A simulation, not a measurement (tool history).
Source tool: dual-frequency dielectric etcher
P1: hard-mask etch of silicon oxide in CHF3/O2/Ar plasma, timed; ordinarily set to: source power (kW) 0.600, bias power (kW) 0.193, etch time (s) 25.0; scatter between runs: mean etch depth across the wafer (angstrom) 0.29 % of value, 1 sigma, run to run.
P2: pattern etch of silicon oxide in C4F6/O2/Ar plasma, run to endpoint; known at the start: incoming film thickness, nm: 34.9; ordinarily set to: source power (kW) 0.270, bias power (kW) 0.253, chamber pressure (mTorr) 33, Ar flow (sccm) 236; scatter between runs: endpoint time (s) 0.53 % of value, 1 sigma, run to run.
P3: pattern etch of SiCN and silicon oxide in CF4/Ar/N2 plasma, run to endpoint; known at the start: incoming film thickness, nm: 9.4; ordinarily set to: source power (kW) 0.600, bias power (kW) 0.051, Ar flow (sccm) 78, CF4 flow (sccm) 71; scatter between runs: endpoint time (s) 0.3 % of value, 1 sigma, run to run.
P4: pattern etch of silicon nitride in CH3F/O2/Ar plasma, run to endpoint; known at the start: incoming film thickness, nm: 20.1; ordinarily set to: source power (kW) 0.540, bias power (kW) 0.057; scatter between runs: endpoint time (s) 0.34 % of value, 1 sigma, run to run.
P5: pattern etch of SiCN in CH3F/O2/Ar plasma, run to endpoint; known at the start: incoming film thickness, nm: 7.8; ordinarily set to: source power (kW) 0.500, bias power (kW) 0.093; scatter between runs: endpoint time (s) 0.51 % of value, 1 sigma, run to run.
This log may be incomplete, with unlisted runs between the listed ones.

run    day  process that ran  source power (kW)  bias power (kW)  etch time (s)  Ar flow (sccm)  CF4 flow (sccm)  chamber pressure (mTorr)  hours since the last wet clean  hours since the last source power generator calibration  hours since the last bias power generator calibration  mean etch depth across the wafer (angstrom)  endpoint time (s)
  1  0.158                P1              0.600            0.193           25.0                                                                                      282.3                                                    671.8                                                 1138.9                                       503.27
  2  0.475                P3              0.600            0.051                             78               71                                                     289.9                                                    679.4                                                 1146.5                                                          8.7832
  3  0.650                P1              0.600            0.127           25.0                                                                                      294.1                                                    683.6                                                 1150.7                                       440.68
  4  0.975                P2              0.270            0.253                            236                                         33                           301.9                                                    691.4                                                 1158.5                                                         11.7880
  5  1.162                P3              0.820            0.051                             78               71                                                     306.4                                                    695.9                                                 1163.0                                                          6.6116
  6  1.329                P3              0.600            0.051                             78              101                                                     310.4                                                    699.9                                                 1167.0                                                          8.3407
  7  1.575                P5              0.340            0.093                                                                                                     316.3                                                    705.8                                                 1172.9                                                         20.1200
  8  1.758                P1              0.600            0.193           25.0                                                                                      320.7                                                    710.2                                                 1177.3                                       504.85
  9  2.096                P1              0.600            0.236           25.0                                                                                      328.8                                                    718.3                                                 1185.4                                       541.22
     2.275  -- wet clean of the chamber
 10  2.275                P4              0.540            0.057                                                                                                       0.1                                                    722.6                                                 1189.7                                                         28.6490
 11  2.433                P4              0.540            0.080                                                                                                       3.9                                                    726.4                                                 1193.5                                                         25.4180
 12  2.596                P5              0.500            0.093                                                                                                       7.8                                                    730.3                                                 1197.4                                                         17.5240
 13  2.850                P1              0.420            0.193           25.0                                                                                       13.9                                                    736.4                                                 1203.5                                       439.31
 14  3.062                P2              0.270            0.253                            236                                         39                            19.0                                                    741.5                                                 1208.6                                                         12.0200
 15  3.271                P5              0.500            0.127                                                                                                      24.0                                                    746.5                                                 1213.6                                                         15.6170
 16  3.450                P3              0.600            0.051                            102               71                                                      28.3                                                    750.8                                                 1217.9                                                          9.1820
 17  3.783                P1              0.600            0.193           25.0                                                                                       36.3                                                    758.8                                                 1225.9                                       504.93
 18  4.050                P1              0.600            0.193           25.0                                                                                       42.7                                                    765.2                                                 1232.3                                       506.17
 19  4.392                P1              0.600            0.193           25.0                                                                                       50.9                                                    773.4                                                 1240.5                                       504.94
 20  4.600                P4              0.540            0.057                                                                                                      55.9                                                    778.4                                                 1245.5                                                         28.4770
 21  4.788                P2              0.270            0.167                            236                                         33                            60.4                                                    782.9                                                 1250.0                                                         13.5260
 22  5.129                P5              0.500            0.093                                                                                                      68.6                                                    791.1                                                 1258.2                                                         17.7600
 23  5.367                P1              0.600            0.193           16.5                                                                                       74.3                                                    796.8                                                 1263.9                                       331.70
 24  5.600                P1              0.760            0.255           25.0                                                                                       79.9                                                    802.4                                                 1269.5                                       607.74
 25  5.754                P4              0.690            0.057                                                                                                      83.6                                                    806.1                                                 1273.2                                                         25.8740
 26  5.908                P1              0.600            0.193           32.5                                                                                       87.3                                                    809.8                                                 1276.9                                       655.16
 27  6.071                P2              0.270            0.253                            236                                         33                            91.2                                                    813.7                                                 1280.8                                                         11.7100
 28  6.350                P3              0.600            0.061                             78               71                                                      97.9                                                    820.4                                                 1287.5                                                          8.3367
 29  6.608                P2              0.180            0.253                            236                                         33                           104.1                                                    826.6                                                 1293.7                                                         13.5650
 30  6.867                P1              0.600            0.193           25.0                                                                                      110.3                                                    832.8                                                 1299.9                                       507.81
 31  7.188                P2              0.270            0.253                            331                                         33                           118.0                                                    840.5                                                 1307.6                                                         12.3160
 32  7.429                P1              0.710            0.193           25.0                                                                                      123.8                                                    846.3                                                 1313.4                                       535.98
 33  7.646                P1              0.600            0.193           25.0                                                                                      129.0                                                    851.5                                                 1318.6                                       504.21
 34  7.908                P1              0.600            0.193           25.0                                                                                      135.3                                                    857.8                                                 1324.9                                       508.45
 35  8.071                P1              0.600            0.193           25.0                                                                                      139.2                                                    861.7                                                 1328.8                                       508.93
 36  8.392                P1              0.600            0.193           25.0                                                                                      146.9                                                    869.4                                                 1336.5                                       508.32
 37  8.567                P1              0.600            0.193           25.0                                                                                      151.1                                                    873.6                                                 1340.7                                       510.00
     8.733  -- wet clean of the chamber
 38  8.762                P1              0.600            0.193           25.0                                                                                        0.7                                                    878.3                                                 1345.4                                       511.26
 39  8.912                P1              0.600            0.193           25.0                                                                                        4.3                                                    881.9                                                 1349.0                                       512.02
 40  9.092                P1              0.600            0.193           25.0                                                                                        8.6                                                    886.2                                                 1353.3                                       511.94
 41  9.254                P1              0.600            0.193           25.0                                                                                       12.5                                                    890.1                                                 1357.2                                       510.40
 42  9.446                P1              0.600            0.193           25.0                                                                                       17.1                                                    894.7                                                 1361.8                                       513.86
 43  9.662                P1              0.600            0.193           25.0                                                                                       22.3                                                    899.9                                                 1367.0                                       510.59

What P1 gives has crept away from where it was. These 2 causes fit the log equally well, each at the size given:
A: bias power that arrives over what is set, % = 4.32
B: source power that arrives over what is set, % = 3.87
Onset of the creep was near day 7.646.
Excluded causes, each with its reason:
chamber walls in a state that raises the etch rate, %: its service at day 8.733 followed the start of the drift and did not put the process back to its old value

Below are 4 check runs, each on a single wafer, with their results shown as question marks. Which of them would tell the listed causes apart, meaning the causes would give clearly different results under it?
check 1  9.879                P4              0.670            0.079                                                                                                                                                                                                                                                                                         ?
check 2  9.879                P5              0.500            0.127                                                                                                                                                                                                                                                                                         ?
check 3  9.879                P2              0.270            0.198                            314                                         33                                                                                                                                                                                                               ?
check 4  9.879                P3              0.760            0.051                             90               71                                                                                                                                                                                                                                         ?

Expected result of each check under each candidate cause:
  check             result     if A     if B
check 1  endpoint time (s)  23.2270  23.2220
check 2  endpoint time (s)  15.4150  15.4540
check 3  endpoint time (s)  12.9890  12.9820
check 4  endpoint time (s)   7.1855   7.0307
Distance between the nearest two causes, measured in the result of the check that separates them most: check 1 0.02 %; check 2 0.26 %; check 3 0.05 %; check 4 2.18 %
Only check 4 tells the causes apart: in the others they would give nearly the same result.

The results of check 4 are: endpoint time (s) 7.1544. Based on these, which of the listed causes is it?

The cause is A: bias power that arrives over what is set, %.

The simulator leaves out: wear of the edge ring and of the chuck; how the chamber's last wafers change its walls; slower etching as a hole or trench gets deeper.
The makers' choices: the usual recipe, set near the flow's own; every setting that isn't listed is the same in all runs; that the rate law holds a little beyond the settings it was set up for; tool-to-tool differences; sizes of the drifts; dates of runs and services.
